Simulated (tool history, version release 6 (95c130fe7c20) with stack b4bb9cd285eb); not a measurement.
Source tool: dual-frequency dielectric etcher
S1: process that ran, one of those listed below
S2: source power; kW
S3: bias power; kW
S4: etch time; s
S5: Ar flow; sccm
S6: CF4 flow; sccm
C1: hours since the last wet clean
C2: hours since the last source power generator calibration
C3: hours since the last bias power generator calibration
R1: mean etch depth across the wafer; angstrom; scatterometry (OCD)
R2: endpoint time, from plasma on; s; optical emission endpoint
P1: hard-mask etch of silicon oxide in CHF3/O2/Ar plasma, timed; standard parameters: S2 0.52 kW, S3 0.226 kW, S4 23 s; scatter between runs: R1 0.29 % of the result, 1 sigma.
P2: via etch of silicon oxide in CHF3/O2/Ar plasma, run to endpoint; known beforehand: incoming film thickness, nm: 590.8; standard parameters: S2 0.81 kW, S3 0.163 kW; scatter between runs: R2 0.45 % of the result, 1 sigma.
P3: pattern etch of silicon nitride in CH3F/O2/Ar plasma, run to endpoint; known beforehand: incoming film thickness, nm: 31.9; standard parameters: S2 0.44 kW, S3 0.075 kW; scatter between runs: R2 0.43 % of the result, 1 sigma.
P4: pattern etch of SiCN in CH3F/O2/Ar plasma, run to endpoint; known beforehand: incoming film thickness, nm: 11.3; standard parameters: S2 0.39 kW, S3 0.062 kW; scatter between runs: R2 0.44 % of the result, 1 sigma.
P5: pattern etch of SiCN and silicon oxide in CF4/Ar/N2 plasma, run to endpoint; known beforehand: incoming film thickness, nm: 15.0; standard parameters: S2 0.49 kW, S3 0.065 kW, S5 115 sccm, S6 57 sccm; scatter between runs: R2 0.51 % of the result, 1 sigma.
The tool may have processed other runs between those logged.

run,hour,S1,S2,S3,S4,S5,S6,C1,C2,C3,R1,R2
1,15.8,P1,0.52,0.226,23,,,384.6,1292.8,955.6,453.19,
2,25.7,P4,0.39,0.086,,,,394.5,1302.7,965.5,,28.438
3,42.9,P2,0.81,0.105,,,,411.7,1319.9,982.7,,324.32
4,53.8,P1,0.7,0.226,23,,,422.6,1330.8,993.6,508.07,
5,65.3,P2,0.81,0.163,,,,434.1,1342.3,1005.1,,283.27
6,73.8,P1,0.52,0.161,33,,,442.6,1350.8,1013.6,579.14,
7,85.4,P5,0.49,0.089,,115,57,454.2,1362.4,1025.2,,15.77
8,103.2,P5,0.49,0.065,,156,57,472,1380.2,1043,,18.591
9,117.6,P1,0.52,0.226,23,,,486.4,1394.6,1057.4,451.41,
10,130.4,P1,0.69,0.226,14.5,,,499.2,1407.4,1070.2,318.03,
11,138.8,P2,0.64,0.163,,,,507.6,1415.8,1078.6,,311.51
12,147.5,P2,0.81,0.163,,,,516.3,1424.5,1087.3,,283.54
13,161.8,P1,0.52,0.28,33,,,530.6,1438.8,1101.6,701.3,
14,173.5,P1,0.52,0.226,23,,,542.3,1450.5,1113.3,453.02,
15,188.4,P1,0.52,0.226,32.5,,,557.2,1465.4,1128.2,635.98,
16,200.2,P5,0.64,0.065,,115,57,569,1477.2,1140,,13.889
17,216.1,P1,0.52,0.282,23,,,584.9,1493.1,1155.9,488.88,
18,233.7,P3,0.44,0.048,,,,602.5,1510.7,1173.5,,51.159
19,248,P5,0.49,0.065,,115,57,616.8,1525,1187.8,,17.629
20,257.8,P4,0.54,0.062,,,,626.6,1534.8,1197.6,,28.235
21,267.1,P3,0.54,0.075,,,,635.9,1544.1,1206.9,,40.546
22,283,P5,0.49,0.065,,115,42,651.8,1560,1222.8,,18.462
23,295.1,P3,0.44,0.075,,,,663.9,1572.1,1234.9,,43.765
24,303.7,P1,0.52,0.226,23,,,672.5,1580.7,1243.5,453.04,
25,320.6,P4,0.39,0.062,,,,689.4,1597.6,1260.4,,31.964
26,328.7,P1,0.52,0.176,23,,,697.5,1605.7,1268.5,415.37,
27,338.8,P1,0.52,0.226,14.5,,,707.6,1615.8,1278.6,286.05,
# hour 341: source power generator calibrated
28,347.1,P5,0.49,0.065,,115,57,715.9,6.1,1286.9,,17.665
29,362.1,P1,0.52,0.226,23,,,730.9,21.1,1301.9,454.78,
30,378.8,P1,0.35,0.226,23,,,747.6,37.8,1318.6,389.1,
31,386.7,P1,0.52,0.226,23,,,755.5,45.7,1326.5,454.72,
32,403.6,P1,0.52,0.226,23,,,772.4,62.6,1343.4,448.58,
33,418.5,P1,0.52,0.226,23,,,787.3,77.5,1358.3,450.29,
# hour 426.6: wet clean of the chamber
34,428.7,P1,0.52,0.226,23,,,2.1,87.7,1368.5,446.76,
35,438.8,P1,0.52,0.226,23,,,12.2,97.8,1378.6,446.63,
36,454.6,P1,0.52,0.226,23,,,28,113.6,1394.4,446,
37,472.3,P1,0.52,0.226,23,,,45.7,131.3,1412.1,448.51,
38,488,P1,0.52,0.226,23,,,61.4,147,1427.8,448.95,

Something has made what P1 gives creep away from where it was; the 2 causes below, each at its own stated size, fit the log equally well:
A: source power that arrives under what is set, % = 3.84
B: bias power that arrives under what is set, % = 4.09
The gradual shift began around hour 386.7.
Each remaining cause and why it is not a fit:
chamber walls in a state that lowers the etch rate, %: serviced at hour 426.6, after the drift had started, without restoring the earlier output

The 4 check runs listed below each average the results of 5 wafers, and their outcomes are marked with question marks. Under which run would the listed causes produce clearly different results?
check 1,503.7,P3,0.44,0.075,,,,,,,,?
check 2,503.7,P2,0.81,0.163,,,,,,,,?
check 3,503.7,P5,0.49,0.065,,115,57,,,,,?
check 4,503.7,P4,0.39,0.062,,,,,,,,?

What every check run would give for each of its results, assuming each possible cause in turn:
check,result,if A,if B
check 1,R2,44.537,44.512
check 2,R2,288.13,287.62
check 3,R2,18.167,17.807
check 4,R2,32.403,32.383
How far apart the two closest causes lie, in the result that separates them most: check 1 0.06 %; check 2 0.18 %; check 3 2 %; check 4 0.06 %
Of the check runs offered, only check 3 discriminates between the causes; the rest would read about the same regardless of which cause applies.

With check 3 done, the readings were: R2 17.847 s. Identify which of the listed causes applies.

It was cause B: bias power that arrives under what is set, %.

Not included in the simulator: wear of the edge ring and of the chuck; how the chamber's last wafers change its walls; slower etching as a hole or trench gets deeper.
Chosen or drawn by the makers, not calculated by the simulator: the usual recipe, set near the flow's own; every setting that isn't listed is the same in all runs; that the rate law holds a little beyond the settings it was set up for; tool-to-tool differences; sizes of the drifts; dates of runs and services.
